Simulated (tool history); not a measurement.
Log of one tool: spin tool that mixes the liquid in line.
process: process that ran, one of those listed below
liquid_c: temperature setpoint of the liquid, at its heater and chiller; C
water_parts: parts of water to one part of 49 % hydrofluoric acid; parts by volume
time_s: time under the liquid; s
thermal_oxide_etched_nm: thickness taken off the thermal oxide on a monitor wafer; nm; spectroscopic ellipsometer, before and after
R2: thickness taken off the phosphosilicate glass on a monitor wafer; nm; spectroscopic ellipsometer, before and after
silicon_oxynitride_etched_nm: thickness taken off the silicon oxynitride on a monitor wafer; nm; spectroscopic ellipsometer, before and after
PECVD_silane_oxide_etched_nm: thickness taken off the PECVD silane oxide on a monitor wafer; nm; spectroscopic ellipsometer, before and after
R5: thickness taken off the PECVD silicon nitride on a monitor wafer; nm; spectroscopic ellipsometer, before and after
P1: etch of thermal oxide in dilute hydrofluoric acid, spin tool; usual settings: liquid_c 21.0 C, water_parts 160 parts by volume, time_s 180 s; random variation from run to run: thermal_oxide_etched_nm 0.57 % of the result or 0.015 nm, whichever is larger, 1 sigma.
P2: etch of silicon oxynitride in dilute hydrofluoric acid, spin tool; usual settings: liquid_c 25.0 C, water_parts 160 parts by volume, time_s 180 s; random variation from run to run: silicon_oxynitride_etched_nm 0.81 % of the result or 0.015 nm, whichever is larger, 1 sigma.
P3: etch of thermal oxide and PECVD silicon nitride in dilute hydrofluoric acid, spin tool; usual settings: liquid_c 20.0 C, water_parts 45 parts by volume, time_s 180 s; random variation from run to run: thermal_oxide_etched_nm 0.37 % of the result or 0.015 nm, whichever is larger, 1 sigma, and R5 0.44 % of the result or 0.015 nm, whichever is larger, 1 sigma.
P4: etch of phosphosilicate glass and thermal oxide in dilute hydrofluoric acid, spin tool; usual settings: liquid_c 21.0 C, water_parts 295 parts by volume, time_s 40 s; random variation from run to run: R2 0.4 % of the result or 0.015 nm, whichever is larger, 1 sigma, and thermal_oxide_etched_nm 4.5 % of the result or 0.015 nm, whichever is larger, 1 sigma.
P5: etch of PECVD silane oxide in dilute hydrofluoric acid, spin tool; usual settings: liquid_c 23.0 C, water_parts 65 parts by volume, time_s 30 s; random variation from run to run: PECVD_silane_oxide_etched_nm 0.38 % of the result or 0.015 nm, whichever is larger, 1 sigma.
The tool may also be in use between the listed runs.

{"run": 1, "hour": 9.6, "process": "P1", "liquid_c": 21.0, "water_parts": 160, "time_s": 180, "thermal_oxide_etched_nm": 4.5985}
{"run": 2, "hour": 21.7, "process": "P1", "liquid_c": 17.0, "water_parts": 160, "time_s": 180, "thermal_oxide_etched_nm": 3.9665}
{"run": 3, "hour": 27.6, "process": "P1", "liquid_c": 21.0, "water_parts": 280, "time_s": 180, "thermal_oxide_etched_nm": 2.3558}
{"run": 4, "hour": 33.2, "process": "P4", "liquid_c": 21.0, "water_parts": 295, "time_s": 40, "thermal_oxide_etched_nm": 0.45491, "R2": 17.968}
{"run": 5, "hour": 41.6, "process": "P1", "liquid_c": 27.5, "water_parts": 160, "time_s": 180, "thermal_oxide_etched_nm": 5.898}
{"run": 6, "hour": 50.7, "process": "P2", "liquid_c": 30.0, "water_parts": 160, "time_s": 180, "silicon_oxynitride_etched_nm": 3.1289}
{"run": 7, "hour": 59.2, "process": "P1", "liquid_c": 21.0, "water_parts": 160, "time_s": 20, "thermal_oxide_etched_nm": 0.49326}
{"run": 8, "hour": 70.5, "process": "P1", "liquid_c": 21.0, "water_parts": 60, "time_s": 180, "thermal_oxide_etched_nm": 13.887}
{"run": 9, "hour": 80.8, "process": "P5", "liquid_c": 23.0, "water_parts": 65, "time_s": 60, "PECVD_silane_oxide_etched_nm": 22.289}
{"run": 10, "hour": 86.5, "process": "P1", "liquid_c": 21.0, "water_parts": 160, "time_s": 180, "thermal_oxide_etched_nm": 4.6205}
{"run": 11, "hour": 97.6, "process": "P4", "liquid_c": 17.0, "water_parts": 295, "time_s": 40, "thermal_oxide_etched_nm": 0.4236, "R2": 15.503}
{"run": 12, "hour": 104.5, "process": "P2", "liquid_c": 25.0, "water_parts": 160, "time_s": 180, "silicon_oxynitride_etched_nm": 2.4879}
{"run": 13, "hour": 110.6, "process": "P1", "liquid_c": 17.0, "water_parts": 95, "time_s": 180, "thermal_oxide_etched_nm": 7.1534}
{"run": 14, "hour": 121.3, "process": "P2", "liquid_c": 25.0, "water_parts": 160, "time_s": 180, "silicon_oxynitride_etched_nm": 2.5072}
{"run": 15, "hour": 130.9, "process": "P1", "liquid_c": 21.0, "water_parts": 160, "time_s": 310, "thermal_oxide_etched_nm": 7.9763}
{"run": 16, "hour": 137.4, "process": "P5", "liquid_c": 23.0, "water_parts": 65, "time_s": 30, "PECVD_silane_oxide_etched_nm": 11.151}
{"run": 17, "hour": 147.2, "process": "P3", "liquid_c": 20.0, "water_parts": 45, "time_s": 295, "thermal_oxide_etched_nm": 27.877, "R5": 8.3054}
{"run": 18, "hour": 154.2, "process": "P3", "liquid_c": 26.0, "water_parts": 45, "time_s": 180, "thermal_oxide_etched_nm": 21.933, "R5": 7.6145}
{"run": 19, "hour": 161.4, "process": "P3", "liquid_c": 20.0, "water_parts": 45, "time_s": 180, "thermal_oxide_etched_nm": 16.862, "R5": 5.0197}
{"run": 20, "hour": 168.9, "process": "P3", "liquid_c": 20.0, "water_parts": 20, "time_s": 180, "thermal_oxide_etched_nm": 39.261, "R5": 11.084}
{"run": 21, "hour": 181.6, "process": "P1", "liquid_c": 21.0, "water_parts": 160, "time_s": 180, "thermal_oxide_etched_nm": 4.5784}
{"run": 22, "hour": 191.5, "process": "P5", "liquid_c": 23.0, "water_parts": 35, "time_s": 30, "PECVD_silane_oxide_etched_nm": 21.4}
{"run": 23, "hour": 197.6, "process": "P5", "liquid_c": 30.0, "water_parts": 65, "time_s": 30, "PECVD_silane_oxide_etched_nm": 14.657}
{"run": 24, "hour": 203.6, "process": "P1", "liquid_c": 21.0, "water_parts": 160, "time_s": 180, "thermal_oxide_etched_nm": 4.65}
{"run": 25, "hour": 212.1, "process": "P2", "liquid_c": 25.0, "water_parts": 160, "time_s": 305, "silicon_oxynitride_etched_nm": 4.2137}
{"run": 26, "hour": 223.1, "process": "P1", "liquid_c": 21.0, "water_parts": 90, "time_s": 285, "thermal_oxide_etched_nm": 13.986}
{"run": 27, "hour": 232.8, "process": "P1", "liquid_c": 21.0, "water_parts": 160, "time_s": 180, "thermal_oxide_etched_nm": 4.6309}
{"run": 28, "hour": 239.3, "process": "P4", "liquid_c": 21.0, "water_parts": 420, "time_s": 40, "thermal_oxide_etched_nm": 0.2839, "R2": 11.383}
{"run": 29, "hour": 251.9, "process": "P4", "liquid_c": 21.0, "water_parts": 295, "time_s": 60, "thermal_oxide_etched_nm": 0.65676, "R2": 26.971}
{"run": 30, "hour": 259.9, "process": "P2", "liquid_c": 25.0, "water_parts": 260, "time_s": 180, "silicon_oxynitride_etched_nm": 1.4132}
{"run": 31, "hour": 268.2, "process": "P3", "liquid_c": 20.0, "water_parts": 45, "time_s": 180, "thermal_oxide_etched_nm": 16.887, "R5": 5.0974}
{"run": 32, "hour": 280.7, "process": "P1", "liquid_c": 21.0, "water_parts": 160, "time_s": 180, "thermal_oxide_etched_nm": 4.6512}
{"run": 33, "hour": 290.9, "process": "P1", "liquid_c": 21.0, "water_parts": 160, "time_s": 180, "thermal_oxide_etched_nm": 4.4608}
{"run": 34, "hour": 297.7, "process": "P1", "liquid_c": 21.0, "water_parts": 160, "time_s": 180, "thermal_oxide_etched_nm": 4.4857}
{"run": 35, "hour": 306.0, "process": "P1", "liquid_c": 21.0, "water_parts": 160, "time_s": 180, "thermal_oxide_etched_nm": 4.4489}
{"run": 36, "hour": 318.7, "process": "P1", "liquid_c": 21.0, "water_parts": 160, "time_s": 180, "thermal_oxide_etched_nm": 4.3853}
{"run": 37, "hour": 327.4, "process": "P1", "liquid_c": 21.0, "water_parts": 160, "time_s": 180, "thermal_oxide_etched_nm": 4.3428}
{"run": 38, "hour": 336.0, "process": "P1", "liquid_c": 21.0, "water_parts": 160, "time_s": 180, "thermal_oxide_etched_nm": 4.4043}
{"run": 39, "hour": 345.0, "process": "P1", "liquid_c": 21.0, "water_parts": 160, "time_s": 180, "thermal_oxide_etched_nm": 4.3772}
{"run": 40, "hour": 355.6, "process": "P1", "liquid_c": 21.0, "water_parts": 160, "time_s": 180, "thermal_oxide_etched_nm": 4.3859}
{"run": 41, "hour": 365.2, "process": "P1", "liquid_c": 21.0, "water_parts": 160, "time_s": 180, "thermal_oxide_etched_nm": 4.3554}

Something has made what P1 gives creep away from where it was; the 2 causes below, each at its own stated size, fit the log equally well:
A: liquid colder than its thermometer reads (K) = 1.47
B: hydrofluoric acid flow below the setpoint (%) = 4.82
The gradual shift began around hour 280.7.

Consider the 4 single-wafer check runs listed below, results given as question marks: which one distinguishes between the causes by giving clearly different results for each?
{"run": "check 1", "hour": 374.8, "process": "P5", "liquid_c": 23.0, "water_parts": 65, "time_s": 30, "PECVD_silane_oxide_etched_nm": "?"}
{"run": "check 2", "hour": 374.8, "process": "P4", "liquid_c": 21.0, "water_parts": 295, "time_s": 40, "thermal_oxide_etched_nm": "?", "R2": "?"}
{"run": "check 3", "hour": 374.8, "process": "P2", "liquid_c": 25.0, "water_parts": 160, "time_s": 180, "silicon_oxynitride_etched_nm": "?"}
{"run": "check 4", "hour": 374.8, "process": "P3", "liquid_c": 20.0, "water_parts": 45, "time_s": 180, "thermal_oxide_etched_nm": "?", "R5": "?"}

Expected result of each check under each candidate cause:
check=check_1 result=PECVD_silane_oxide_etched_nm if_A=10.496 if_B=10.571
check=check_2 result=thermal_oxide_etched_nm if_A=0.44563 if_B=0.44148
check=check_2 result=R2 if_A=17.068 if_B=16.909
check=check_3 result=silicon_oxynitride_etched_nm if_A=2.3176 if_B=2.3431
check=check_4 result=thermal_oxide_etched_nm if_A=15.90900 if_B=16.08200
check=check_4 result=R5 if_A=4.5686 if_B=4.8265
Per-check spread between the two closest causes, in the result where they differ most: check 1 0.71 %; check 2 0.94 %; check 3 1.1 %; check 4 5.49 %
The other checks would show nearly matching results whichever cause is true, so check 4 is the only one that separates the causes.

The results of check 4 are: thermal_oxide_etched_nm 15.99600 nm; R5 4.5437 nm. Based on these, which of the listed causes is it?

Of the candidate causes, it is A: liquid colder than its thermometer reads (K).

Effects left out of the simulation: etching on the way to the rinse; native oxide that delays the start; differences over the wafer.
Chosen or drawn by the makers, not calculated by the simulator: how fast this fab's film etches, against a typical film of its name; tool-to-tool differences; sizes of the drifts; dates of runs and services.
